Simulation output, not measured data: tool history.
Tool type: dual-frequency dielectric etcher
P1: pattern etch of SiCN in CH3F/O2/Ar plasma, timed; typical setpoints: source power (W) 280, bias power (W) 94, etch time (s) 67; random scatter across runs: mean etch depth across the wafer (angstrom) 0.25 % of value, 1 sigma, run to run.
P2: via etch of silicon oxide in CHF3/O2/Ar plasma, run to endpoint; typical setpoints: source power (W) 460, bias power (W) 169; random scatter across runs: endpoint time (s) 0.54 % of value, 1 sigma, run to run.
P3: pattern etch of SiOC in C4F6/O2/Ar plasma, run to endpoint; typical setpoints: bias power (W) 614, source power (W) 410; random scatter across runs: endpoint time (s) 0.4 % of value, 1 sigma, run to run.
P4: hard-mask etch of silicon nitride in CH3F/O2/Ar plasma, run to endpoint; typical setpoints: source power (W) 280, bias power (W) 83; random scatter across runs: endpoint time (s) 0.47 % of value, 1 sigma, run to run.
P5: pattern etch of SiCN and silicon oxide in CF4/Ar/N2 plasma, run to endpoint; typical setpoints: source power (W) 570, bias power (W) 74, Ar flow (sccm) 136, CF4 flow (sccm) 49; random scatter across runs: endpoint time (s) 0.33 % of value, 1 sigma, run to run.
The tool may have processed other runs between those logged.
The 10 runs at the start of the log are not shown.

| run | hour | process that ran | source power (W) | bias power (W) | etch time (s) | Ar flow (sccm) | CF4 flow (sccm) | mean etch depth across the wafer (angstrom) | endpoint time (s) |
|---|---|---|---|---|---|---|---|---|---|
|  | 132.6 | bias power generator calibrated |
| 11 | 139.8 | P1 | 200 | 94 | 67 |  |  | 217.70 |  |
| 12 | 154.9 | P1 | 280 | 94 | 67 |  |  | 246.32 |  |
| 13 | 163.1 | P1 | 280 | 65 | 39 |  |  | 125.47 |  |
| 14 | 174.1 | P3 | 410 | 614 |  |  |  |  | 14.429 |
| 15 | 185.5 | P4 | 170 | 83 |  |  |  |  | 60.289 |
| 16 | 202.9 | P2 | 460 | 169 |  |  |  |  | 259.800 |
| 17 | 212.9 | P5 | 570 | 74 |  | 136 | 30 |  | 13.105 |
| 18 | 226.0 | P4 | 280 | 83 |  |  |  |  | 50.347 |

Estimate the outcome of run 19 from the log above:
| 19 | 234.0 | P5 | 570 | 74 |  | 192 | 49 |  | ? |

endpoint time (s): 12.709
